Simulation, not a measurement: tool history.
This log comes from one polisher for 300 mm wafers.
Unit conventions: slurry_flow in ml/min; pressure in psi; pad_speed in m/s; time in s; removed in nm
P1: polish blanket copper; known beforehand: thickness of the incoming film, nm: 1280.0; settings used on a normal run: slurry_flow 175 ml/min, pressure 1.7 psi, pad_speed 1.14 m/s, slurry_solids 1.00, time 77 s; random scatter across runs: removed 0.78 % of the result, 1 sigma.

run 1 hour=8.9 | slurry_flow=175 pressure=1.7 pad_speed=1.14 slurry_solids=1.00 time=77 | removed=138.170
run 2 hour=21.4 | slurry_flow=175 pressure=1.7 pad_speed=1.14 slurry_solids=1.00 time=77 | removed=139.360
run 3 hour=35.3 | slurry_flow=175 pressure=2.6 pad_speed=1.14 slurry_solids=1.00 time=77 | removed=209.790
-- hour=38.7 slurry nozzle cleaned
run 4 hour=51.0 | slurry_flow=240 pressure=1.7 pad_speed=1.14 slurry_solids=1.45 time=77 | removed=153.650
run 5 hour=62.6 | slurry_flow=175 pressure=1.7 pad_speed=1.80 slurry_solids=1.00 time=77 | removed=221.790
run 6 hour=71.3 | slurry_flow=175 pressure=1.7 pad_speed=1.14 slurry_solids=1.00 time=40 | removed=72.711
run 7 hour=81.4 | slurry_flow=225 pressure=1.7 pad_speed=1.14 slurry_solids=1.00 time=77 | removed=142.150
run 8 hour=92.5 | slurry_flow=105 pressure=1.7 pad_speed=1.14 slurry_solids=1.00 time=77 | removed=123.440
run 9 hour=100.6 | slurry_flow=175 pressure=1.7 pad_speed=1.14 slurry_solids=1.00 time=77 | removed=137.330
run 10 hour=114.8 | slurry_flow=175 pressure=1.7 pad_speed=1.14 slurry_solids=1.00 time=77 | removed=137.710
run 11 hour=127.3 | slurry_flow=250 pressure=1.7 pad_speed=1.14 slurry_solids=1.25 time=77 | removed=151.070
run 12 hour=136.8 | slurry_flow=175 pressure=1.7 pad_speed=1.14 slurry_solids=1.00 time=77 | removed=137.860

For run 13, what comes out?
run 13 hour=145.7 | slurry_flow=175 pressure=1.1 pad_speed=1.14 slurry_solids=1.00 time=77 | removed=?

removed: 88.573 nm
